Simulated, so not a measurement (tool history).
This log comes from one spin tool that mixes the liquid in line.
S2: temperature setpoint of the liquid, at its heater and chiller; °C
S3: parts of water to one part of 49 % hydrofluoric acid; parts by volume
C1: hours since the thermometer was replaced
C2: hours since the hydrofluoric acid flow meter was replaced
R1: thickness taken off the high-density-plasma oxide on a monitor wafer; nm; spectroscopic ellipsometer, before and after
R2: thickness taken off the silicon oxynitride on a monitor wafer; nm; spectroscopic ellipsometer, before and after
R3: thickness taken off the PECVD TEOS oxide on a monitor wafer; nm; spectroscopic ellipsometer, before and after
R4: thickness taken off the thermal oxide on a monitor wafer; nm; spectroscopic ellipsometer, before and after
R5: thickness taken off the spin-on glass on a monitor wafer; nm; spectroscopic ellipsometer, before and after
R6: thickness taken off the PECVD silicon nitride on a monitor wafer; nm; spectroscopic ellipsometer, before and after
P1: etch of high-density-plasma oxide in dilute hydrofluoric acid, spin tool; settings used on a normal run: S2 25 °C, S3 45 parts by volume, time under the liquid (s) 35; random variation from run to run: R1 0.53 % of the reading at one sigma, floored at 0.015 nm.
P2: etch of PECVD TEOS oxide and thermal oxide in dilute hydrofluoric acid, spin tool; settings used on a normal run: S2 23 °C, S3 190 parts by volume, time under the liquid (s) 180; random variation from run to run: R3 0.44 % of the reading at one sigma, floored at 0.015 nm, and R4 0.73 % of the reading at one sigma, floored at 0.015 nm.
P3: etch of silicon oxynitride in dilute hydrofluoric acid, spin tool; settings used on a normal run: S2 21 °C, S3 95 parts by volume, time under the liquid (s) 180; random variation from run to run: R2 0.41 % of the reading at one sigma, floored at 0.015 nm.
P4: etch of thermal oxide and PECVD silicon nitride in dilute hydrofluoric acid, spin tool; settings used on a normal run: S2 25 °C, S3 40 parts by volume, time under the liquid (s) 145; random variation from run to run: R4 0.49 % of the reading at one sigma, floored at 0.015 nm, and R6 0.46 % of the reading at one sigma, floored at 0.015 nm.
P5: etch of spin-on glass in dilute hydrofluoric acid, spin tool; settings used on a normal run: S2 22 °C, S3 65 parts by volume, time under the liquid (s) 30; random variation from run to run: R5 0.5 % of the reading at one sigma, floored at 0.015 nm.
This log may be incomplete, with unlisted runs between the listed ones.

run 1 hour=5.5 | process_that_ran=P1 S2=25 S3=45 time_under_the_liquid_(s)=35 | C1=333.8 C2=764.9 | R1=7.9018
run 2 hour=14.8 | process_that_ran=P3 S2=21 S3=95 time_under_the_liquid_(s)=180 | C1=343.1 C2=774.2 | R2=6.0715
run 3 hour=26.6 | process_that_ran=P2 S2=17.5 S3=190 time_under_the_liquid_(s)=180 | C1=354.9 C2=786 | R3=11.356 R4=2.9468
run 4 hour=34.5 | process_that_ran=P5 S2=22 S3=65 time_under_the_liquid_(s)=30 | C1=362.8 C2=793.9 | R5=17.072
run 5 hour=40.8 | process_that_ran=P4 S2=25 S3=40 time_under_the_liquid_(s)=55 | C1=369.1 C2=800.2 | R4=7.507 R6=5.0301
run 6 hour=51.4 | process_that_ran=P5 S2=22 S3=65 time_under_the_liquid_(s)=15 | C1=379.7 C2=810.8 | R5=8.4279
run 7 hour=58.5 | process_that_ran=P1 S2=25 S3=45 time_under_the_liquid_(s)=50 | C1=386.8 C2=817.9 | R1=11.199
run 8 hour=67.7 | process_that_ran=P1 S2=32 S3=45 time_under_the_liquid_(s)=20 | C1=396 C2=827.1 | R1=5.9676
run 9 hour=78.8 | process_that_ran=P1 S2=25 S3=45 time_under_the_liquid_(s)=35 | C1=407.1 C2=838.2 | R1=7.8873
run 10 hour=84.1 | process_that_ran=P3 S2=21 S3=140 time_under_the_liquid_(s)=180 | C1=412.4 C2=843.5 | R2=4.0147
run 11 hour=95 | process_that_ran=P3 S2=21 S3=95 time_under_the_liquid_(s)=90 | C1=423.3 C2=854.4 | R2=3.0262
run 12 hour=106.9 | process_that_ran=P5 S2=29 S3=65 time_under_the_liquid_(s)=30 | C1=435.2 C2=866.3 | R5=22.277
run 13 hour=113.8 | process_that_ran=P2 S2=23 S3=80 time_under_the_liquid_(s)=180 | C1=442.1 C2=873.2 | R3=38.066 R4=9.8738
run 14 hour=122.5 | process_that_ran=P3 S2=28.5 S3=95 time_under_the_liquid_(s)=180 | C1=450.8 C2=881.9 | R2=8.6768
run 15 hour=128 | process_that_ran=P1 S2=25 S3=25 time_under_the_liquid_(s)=35 | C1=456.3 C2=887.4 | R1=14.543
run 16 hour=135 | process_that_ran=P1 S2=25 S3=45 time_under_the_liquid_(s)=35 | C1=463.3 C2=894.4 | R1=7.8864
run 17 hour=140.8 | process_that_ran=P1 S2=19 S3=45 time_under_the_liquid_(s)=35 | C1=469.1 C2=900.2 | R1=6.1581
run 18 hour=151.8 | process_that_ran=P1 S2=25 S3=45 time_under_the_liquid_(s)=35 | C1=480.1 C2=911.2 | R1=7.8765
run 19 hour=163 | process_that_ran=P1 S2=25 S3=45 time_under_the_liquid_(s)=35 | C1=491.3 C2=922.4 | R1=7.8685
run 20 hour=174.3 | process_that_ran=P4 S2=25 S3=40 time_under_the_liquid_(s)=145 | C1=502.6 C2=933.7 | R4=20.027 R6=13.372
run 21 hour=182.5 | process_that_ran=P4 S2=25 S3=40 time_under_the_liquid_(s)=145 | C1=510.8 C2=941.9 | R4=19.838 R6=13.341
run 22 hour=191.6 | process_that_ran=P1 S2=25 S3=45 time_under_the_liquid_(s)=35 | C1=519.9 C2=951 | R1=7.8808
run 23 hour=201.5 | process_that_ran=P1 S2=25 S3=45 time_under_the_liquid_(s)=15 | C1=529.8 C2=960.9 | R1=3.3553
run 24 hour=206.9 | process_that_ran=P2 S2=23 S3=190 time_under_the_liquid_(s)=180 | C1=535.2 C2=966.3 | R3=14.109 R4=3.6175
run 25 hour=217.5 | process_that_ran=P2 S2=23 S3=190 time_under_the_liquid_(s)=55 | C1=545.8 C2=976.9 | R3=4.3311 R4=1.1238
run 26 hour=223.8 | process_that_ran=P1 S2=25 S3=75 time_under_the_liquid_(s)=15 | C1=552.1 C2=983.2 | R1=1.9586
run 27 hour=236.1 | process_that_ran=P4 S2=25 S3=20 time_under_the_liquid_(s)=145 | C1=564.4 C2=995.5 | R4=40.833 R6=25.995
run 28 hour=247.2 | process_that_ran=P5 S2=22 S3=110 time_under_the_liquid_(s)=30 | C1=575.5 C2=1006.6 | R5=9.4619
run 29 hour=254.3 | process_that_ran=P3 S2=21 S3=95 time_under_the_liquid_(s)=180 | C1=582.6 C2=1013.7 | R2=6.1557
-- hour=259 thermometer replaced
run 30 hour=266.5 | process_that_ran=P1 S2=25 S3=65 time_under_the_liquid_(s)=35 | C1=7.6 C2=1025.9 | R1=5.2531
run 31 hour=272.6 | process_that_ran=P1 S2=33.5 S3=45 time_under_the_liquid_(s)=35 | C1=13.7 C2=1032 | R1=11.001
run 32 hour=281.6 | process_that_ran=P5 S2=22 S3=65 time_under_the_liquid_(s)=30 | C1=22.7 C2=1041 | R5=16.805
run 33 hour=290.9 | process_that_ran=P4 S2=19 S3=40 time_under_the_liquid_(s)=145 | C1=32 C2=1050.3 | R4=15.421 R6=8.773
run 34 hour=299.8 | process_that_ran=P1 S2=25 S3=45 time_under_the_liquid_(s)=35 | C1=40.9 C2=1059.2 | R1=7.8563
run 35 hour=306.3 | process_that_ran=P1 S2=25 S3=45 time_under_the_liquid_(s)=35 | C1=47.4 C2=1065.7 | R1=7.6802
run 36 hour=312.2 | process_that_ran=P1 S2=25 S3=45 time_under_the_liquid_(s)=35 | C1=53.3 C2=1071.6 | R1=7.4739
run 37 hour=319.6 | process_that_ran=P1 S2=25 S3=45 time_under_the_liquid_(s)=35 | C1=60.7 C2=1079 | R1=7.3861
run 38 hour=329 | process_that_ran=P1 S2=25 S3=45 time_under_the_liquid_(s)=35 | C1=70.1 C2=1088.4 | R1=7.2628
run 39 hour=338.2 | process_that_ran=P1 S2=25 S3=45 time_under_the_liquid_(s)=35 | C1=79.3 C2=1097.6 | R1=7.3417
run 40 hour=349.2 | process_that_ran=P1 S2=25 S3=45 time_under_the_liquid_(s)=35 | C1=90.3 C2=1108.6 | R1=7.2382

The output of P1 has drifted from where it used to be. Each of the 2 causes below, taken at the size shown beside it, accounts for the log equally well:
A: liquid colder than its thermometer reads (K) = 1.89
B: hydrofluoric acid flow below the setpoint (%) = 7.07
The drift started at roughly hour 299.8.

Each of the 4 check runs below uses one wafer; its results are left as question marks. Which run tells the causes apart?
run check 1 hour=360.2 | process_that_ran=P5 S2=27 S3=85 time_under_the_liquid_(s)=30 | R5=?
run check 2 hour=360.2 | process_that_ran=P4 S2=19.5 S3=40 time_under_the_liquid_(s)=145 | R4=? R6=?
run check 3 hour=360.2 | process_that_ran=P3 S2=25 S3=95 time_under_the_liquid_(s)=180 | R2=?
run check 4 hour=360.2 | process_that_ran=P2 S2=23 S3=130 time_under_the_liquid_(s)=100 | R3=? R4=?

What every check run would give for each of its results, assuming each possible cause in turn:
check=check_1 result=R5 if_A=14.337 if_B=14.227
check=check_2 result=R4 if_A=14.546 if_B=14.617
check=check_2 result=R6 if_A=7.9728 if_B=8.4854
check=check_3 result=R2 if_A=6.7589 if_B=6.8264
check=check_4 result=R3 if_A=11.346 if_B=11.234
check=check_4 result=R4 if_A=2.9305 if_B=2.9015
Minimum pairwise separation of causes per check, each pair taken at its best-separating result: check 1 0.77 %; check 2 6.23 %; check 3 0.99 %; check 4 0.99 %
The causes can be told apart only by check 2. The other checks would give nearly the same results under each of them.

With check 2 done, the readings were: R4 14.559 nm; R6 8.4922 nm. Identify which of the listed causes applies.

It is B: hydrofluoric acid flow below the setpoint (%).
